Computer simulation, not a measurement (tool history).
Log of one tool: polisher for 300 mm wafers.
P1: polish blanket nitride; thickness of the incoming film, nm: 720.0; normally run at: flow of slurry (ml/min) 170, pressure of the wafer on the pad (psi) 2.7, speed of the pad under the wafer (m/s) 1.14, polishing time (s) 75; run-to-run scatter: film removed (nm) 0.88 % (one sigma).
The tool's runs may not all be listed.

run   hour  flow of slurry (ml/min)  pressure of the wafer on the pad (psi)  speed of the pad under the wafer (m/s)  polishing time (s)  wafers polished on this pad  hours since the slurry nozzle was cleaned  hours since the head pressure was calibrated  film removed (nm)
  1    7.3                      170                                     2.7                                    1.14                  75                          631                                      142.9                                         135.4             90.358
  2     14                      170                                     2.7                                    0.74                  43                          681                                      149.6                                         142.1             36.681
  3   19.2                      170                                     1.2                                    1.14                  75                          720                                      154.8                                         147.3             39.623
      26.5  -- head pressure recalibrated
  4   28.1                      170                                     2.7                                    1.14                  75                          787                                      163.7                                           1.6             88.434
  5   34.5                      170                                     2.7                                    1.14                  36                          836                                      170.1                                             8             42.865
  6   39.3                      170                                     2.7                                    0.52                  75                          872                                      174.9                                          12.8             47.285
  7   48.4                      170                                     2.7                                    1.14                  75                          940                                        184                                          21.9             90.113
  8   57.9                      170                                     3.9                                    1.14                  75                         1012                                      193.5                                          31.4             130.71
  9     65                      170                                     2.7                                    1.14                 116                         1065                                      200.6                                          38.5             138.42
 10   69.6                      100                                     2.7                                    1.14                  75                         1100                                      205.2                                          43.1             79.831
 11   78.5                      170                                     2.7                                    1.14                  75                         1166                                      214.1                                            52               89.5
 12     88                      250                                     2.7                                    1.14                  75                         1238                                      223.6                                          61.5             95.132
 13   94.5                      170                                     2.7                                     1.8                  75                         1287                                      230.1                                            68             130.39
 14   99.5                      170                                     2.7                                    1.14                  75                         1324                                      235.1                                            73             90.222
 15    105                      170                                     2.7                                    1.14                  75                         1366                                      240.6                                          78.5              89.63
 16  113.9                      170                                     2.7                                    1.14                  75                         1433                                      249.5                                          87.4             88.059
 17  119.5                      170                                     2.7                                    1.14                  75                         1475                                      255.1                                            93             86.441
 18  124.3                      170                                     2.7                                    1.14                  75                         1511                                      259.9                                          97.8             85.961
       131  -- worn pad replaced by a new one
 19  133.5                      170                                     2.7                                    1.14                  75                           18                                      269.1                                           107             84.796
 20  140.8                      170                                     2.7                                    1.14                  75                           73                                      276.4                                         114.3             84.757
 21    149                      170                                     2.7                                    1.14                  75                          135                                      284.6                                         122.5             84.289
 22  158.4                      170                                     2.7                                    1.14                  75                          206                                        294                                         131.9             83.807
 23  163.7                      170                                     2.7                                    1.14                  75                          245                                      299.3                                         137.2             82.315
 24  171.3                      170                                     2.7                                    1.14                  75                          303                                      306.9                                         144.8             83.655
 25    177                      170                                     2.7                                    1.14                  75                          346                                      312.6                                         150.5             82.576

What P1 gives has crept away from where it was. These 2 causes fit the log equally well, each at the size given:
A: head's pressure below its setpoint, % = 6.57
B: slurry flow missing at the pad, % = 31
The creep began at about hour 105.
Why every other cause is out:
removal rate lost through wear of the pad, %: serviced at hour 131, which brought nothing back

4 check runs are offered, each on 3 wafers whose results are averaged, their results left as question marks. Which one tells the causes apart?
check 1  182.7                      170                                     2.7                                    0.52                  48                                                                                                                                        ?
check 2  182.7                      170                                     2.7                                    1.14                 113                                                                                                                                        ?
check 3  182.7                      170                                     1.3                                    1.76                  75                                                                                                                                        ?
check 4  182.7                      100                                     2.7                                    0.92                  75                                                                                                                                        ?

What each check would give under each cause:
  check             result    if A    if B
check 1  film removed (nm)  28.594  28.592
check 2  film removed (nm)  126.13  126.13
check 3  film removed (nm)  57.053   57.05
check 4  film removed (nm)  63.488  60.943
How far apart the two closest causes lie, in the result that separates them most: check 1 0.01 %; check 2 0.01 %; check 3 0.01 %; check 4 4.09 %
Check 4 tells the causes apart: in the others they would give nearly the same result.

Then check 4 was run and gave: film removed (nm) 63.081. Which cause is it?

It is A: head's pressure below its setpoint, %.
